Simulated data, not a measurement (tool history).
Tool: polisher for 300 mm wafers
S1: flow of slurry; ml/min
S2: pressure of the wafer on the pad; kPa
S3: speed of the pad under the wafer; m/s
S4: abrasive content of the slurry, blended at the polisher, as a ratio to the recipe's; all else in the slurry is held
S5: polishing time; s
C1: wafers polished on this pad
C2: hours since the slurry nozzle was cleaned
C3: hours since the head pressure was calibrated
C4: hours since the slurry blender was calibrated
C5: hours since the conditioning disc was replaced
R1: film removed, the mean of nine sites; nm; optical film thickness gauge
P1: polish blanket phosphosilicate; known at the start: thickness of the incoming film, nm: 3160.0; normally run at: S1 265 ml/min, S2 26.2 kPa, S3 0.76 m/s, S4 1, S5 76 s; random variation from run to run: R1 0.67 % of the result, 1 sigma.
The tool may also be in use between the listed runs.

run 1 hour=5.5 | S1=265 S2=26.2 S3=0.76 S4=1 S5=76 | C1=1014 C2=139.2 C3=440 C4=183.2 C5=241.2 | R1=550.07
run 2 hour=14.7 | S1=265 S2=26.2 S3=0.76 S4=1 S5=76 | C1=1136 C2=148.4 C3=449.2 C4=192.4 C5=250.4 | R1=559.14
run 3 hour=23.2 | S1=265 S2=16.5 S3=0.76 S4=1 S5=76 | C1=1249 C2=156.9 C3=457.7 C4=200.9 C5=258.9 | R1=352.42
run 4 hour=34.1 | S1=265 S2=26.2 S3=0.76 S4=1 S5=76 | C1=1394 C2=167.8 C3=468.6 C4=211.8 C5=269.8 | R1=551.33
run 5 hour=46.1 | S1=265 S2=17.2 S3=0.4 S4=1 S5=76 | C1=1553 C2=179.8 C3=480.6 C4=223.8 C5=281.8 | R1=217.85
run 6 hour=56.2 | S1=400 S2=26.2 S3=0.76 S4=1 S5=76 | C1=1688 C2=189.9 C3=490.7 C4=233.9 C5=291.9 | R1=579.58
run 7 hour=68.2 | S1=265 S2=26.2 S3=0.76 S4=1 S5=76 | C1=1847 C2=201.9 C3=502.7 C4=245.9 C5=303.9 | R1=554.28
run 8 hour=74 | S1=265 S2=26.2 S3=0.76 S4=0.55 S5=76 | C1=1924 C2=207.7 C3=508.5 C4=251.7 C5=309.7 | R1=405.24
run 9 hour=83.1 | S1=160 S2=26.2 S3=0.76 S4=1 S5=76 | C1=2045 C2=216.8 C3=517.6 C4=260.8 C5=318.8 | R1=522.64
run 10 hour=91.8 | S1=265 S2=26.2 S3=0.76 S4=1 S5=76 | C1=2161 C2=225.5 C3=526.3 C4=269.5 C5=327.5 | R1=556.89
run 11 hour=101.6 | S1=265 S2=26.2 S3=0.96 S4=1 S5=93 | C1=2291 C2=235.3 C3=536.1 C4=279.3 C5=337.3 | R1=815.23
run 12 hour=112.9 | S1=265 S2=26.2 S3=1.18 S4=1 S5=76 | C1=2441 C2=246.6 C3=547.4 C4=290.6 C5=348.6 | R1=794.13
run 13 hour=121 | S1=265 S2=26.2 S3=0.76 S4=1 S5=38 | C1=2549 C2=254.7 C3=555.5 C4=298.7 C5=356.7 | R1=278.48
run 14 hour=128.1 | S1=265 S2=26.2 S3=0.76 S4=1 S5=112 | C1=2643 C2=261.8 C3=562.6 C4=305.8 C5=363.8 | R1=814.19
run 15 hour=138.9 | S1=265 S2=26.2 S3=0.34 S4=1 S5=76 | C1=2787 C2=272.6 C3=573.4 C4=316.6 C5=374.6 | R1=296.39
run 16 hour=146.1 | S1=265 S2=26.2 S3=0.76 S4=1 S5=76 | C1=2882 C2=279.8 C3=580.6 C4=323.8 C5=381.8 | R1=557.32
run 17 hour=152.3 | S1=265 S2=35.9 S3=0.76 S4=1 S5=76 | C1=2965 C2=286 C3=586.8 C4=330 C5=388 | R1=769.95
run 18 hour=157.9 | S1=265 S2=26.2 S3=0.76 S4=1.5 S5=76 | C1=3039 C2=291.6 C3=592.4 C4=335.6 C5=393.6 | R1=659.47
run 19 hour=166 | S1=265 S2=26.2 S3=0.76 S4=1 S5=76 | C1=3147 C2=299.7 C3=600.5 C4=343.7 C5=401.7 | R1=556.11
run 20 hour=174.2 | S1=265 S2=26.2 S3=0.76 S4=1 S5=76 | C1=3256 C2=307.9 C3=608.7 C4=351.9 C5=409.9 | R1=548.97
run 21 hour=180.3 | S1=265 S2=26.2 S3=0.76 S4=1 S5=76 | C1=3337 C2=314 C3=614.8 C4=358 C5=416 | R1=538.5
run 22 hour=187.4 | S1=265 S2=26.2 S3=0.76 S4=1 S5=76 | C1=3431 C2=321.1 C3=621.9 C4=365.1 C5=423.1 | R1=531.26
run 23 hour=196 | S1=265 S2=26.2 S3=0.76 S4=1 S5=76 | C1=3546 C2=329.7 C3=630.5 C4=373.7 C5=431.7 | R1=525.72
-- hour=204.9 head pressure recalibrated
run 24 hour=205.2 | S1=265 S2=26.2 S3=0.76 S4=1 S5=76 | C1=3668 C2=338.9 C3=0.3 C4=382.9 C5=440.9 | R1=518.66
-- hour=207.1 slurry nozzle cleaned
-- hour=208.1 conditioning disc replaced and pad reconditioned
run 25 hour=210.6 | S1=265 S2=26.2 S3=0.76 S4=1 S5=76 | C1=3740 C2=3.6 C3=5.7 C4=388.3 C5=2.6 | R1=510.7
run 26 hour=222.3 | S1=265 S2=26.2 S3=0.76 S4=1 S5=76 | C1=3895 C2=15.3 C3=17.4 C4=400 C5=14.3 | R1=514.87
run 27 hour=231.2 | S1=265 S2=26.2 S3=0.76 S4=1 S5=76 | C1=4014 C2=24.2 C3=26.3 C4=408.9 C5=23.2 | R1=514.58
run 28 hour=243 | S1=265 S2=26.2 S3=0.76 S4=1 S5=76 | C1=4170 C2=36 C3=38.1 C4=420.7 C5=35 | R1=516.24

The next listed run, before its measurement:
run 29 hour=252.6 | S1=265 S2=26.2 S3=0.76 S4=1 S5=76 | C1=4298 C2=45.6 C3=47.7 C4=430.3 C5=44.6 | R1=?

Run 29 gave R1 513.18 nm.

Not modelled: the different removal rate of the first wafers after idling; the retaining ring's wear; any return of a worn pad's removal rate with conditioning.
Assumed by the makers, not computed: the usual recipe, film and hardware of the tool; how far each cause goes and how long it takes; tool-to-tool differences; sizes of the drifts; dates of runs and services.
